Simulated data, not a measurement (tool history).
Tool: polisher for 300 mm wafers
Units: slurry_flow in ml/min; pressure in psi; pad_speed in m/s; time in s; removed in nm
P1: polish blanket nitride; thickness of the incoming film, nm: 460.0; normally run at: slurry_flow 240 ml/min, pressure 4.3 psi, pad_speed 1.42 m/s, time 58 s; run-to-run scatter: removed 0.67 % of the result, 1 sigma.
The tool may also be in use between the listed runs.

| run | day | slurry_flow | pressure | pad_speed | time | removed |
|---|---|---|---|---|---|---|
| 1 | 0.533 | 240 | 4.3 | 1.42 | 58 | 168.92 |
| 2 | 0.925 | 240 | 5.8 | 1.42 | 58 | 228.24 |
| 3 | 1.4 | 240 | 2.1 | 1.42 | 58 | 82.543 |
| 4 | 1.779 | 240 | 2.5 | 1 | 58 | 74.457 |
| 5 | 2.454 | 350 | 4.3 | 1.42 | 58 | 174.85 |
| 6 | 3.071 | 240 | 4.3 | 1.42 | 58 | 169.37 |
| 7 | 3.417 | 240 | 4.3 | 0.64 | 58 | 88.498 |
| 8 | 3.846 | 240 | 4.3 | 1.42 | 74 | 215.34 |
| 9 | 4.225 | 240 | 4.3 | 1.42 | 58 | 168.84 |
| 10 | 4.783 | 240 | 4.3 | 1.42 | 58 | 169.07 |
| 11 | 5.179 | 240 | 6.4 | 1.42 | 32 | 137.88 |
| 12 | 5.75 | 240 | 4.3 | 1.42 | 58 | 167.7 |
| 13 | 6.462 | 240 | 4.3 | 2.14 | 58 | 232.46 |
| 14 | 7.167 | 150 | 4.3 | 1.42 | 58 | 157.41 |
| 15 | 7.562 | 240 | 4.3 | 1.42 | 40 | 115.24 |
| 16 | 8.117 | 240 | 4.3 | 1.42 | 58 | 171.88 |
| 17 | 8.458 | 240 | 4.3 | 1.42 | 58 | 168.01 |
| 18 | 9.138 | 240 | 4.3 | 1.42 | 58 | 165.55 |

Forecast run 19:
| 19 | 9.788 | 240 | 4.3 | 1.42 | 58 | ? |

removed: 162.51 nm
